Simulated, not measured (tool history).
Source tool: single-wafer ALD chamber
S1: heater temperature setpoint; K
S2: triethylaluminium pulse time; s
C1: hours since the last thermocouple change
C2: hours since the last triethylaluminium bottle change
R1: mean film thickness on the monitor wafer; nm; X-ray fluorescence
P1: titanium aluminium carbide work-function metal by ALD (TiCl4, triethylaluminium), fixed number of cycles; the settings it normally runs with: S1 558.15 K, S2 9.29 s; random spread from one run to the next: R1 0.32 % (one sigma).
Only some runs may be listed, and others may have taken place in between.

| run | hour | S1 | S2 | C1 | C2 | R1 |
|---|---|---|---|---|---|---|
| 1 | 5.7 | 558.15 | 9.29 | 1223.5 | 200.7 | 1.8930 |
| 2 | 9.4 | 558.15 | 12.33 | 1227.2 | 204.4 | 1.9408 |
| 3 | 12.3 | 577.15 | 13.13 | 1230.1 | 207.3 | 2.1270 |
| 4 | 17.8 | 558.15 | 9.29 | 1235.6 | 212.8 | 1.8747 |
| 5 | 22.9 | 558.15 | 9.29 | 1240.7 | 217.9 | 1.8928 |
| 6 | 28.3 | 558.15 | 9.29 | 1246.1 | 223.3 | 1.8935 |
| 7 | 31.9 | 558.15 | 9.29 | 1249.7 | 226.9 | 1.8837 |
| 8 | 37.3 | 535.15 | 12.35 | 1255.1 | 232.3 | 1.7283 |
| 9 | 40.5 | 533.15 | 9.29 | 1258.3 | 235.5 | 1.6759 |

What will run 10 give?
| 10 | 45.9 | 581.15 | 9.29 | 1263.7 | 240.9 | ? |

{"run 10": {"R1": 2.0906}}
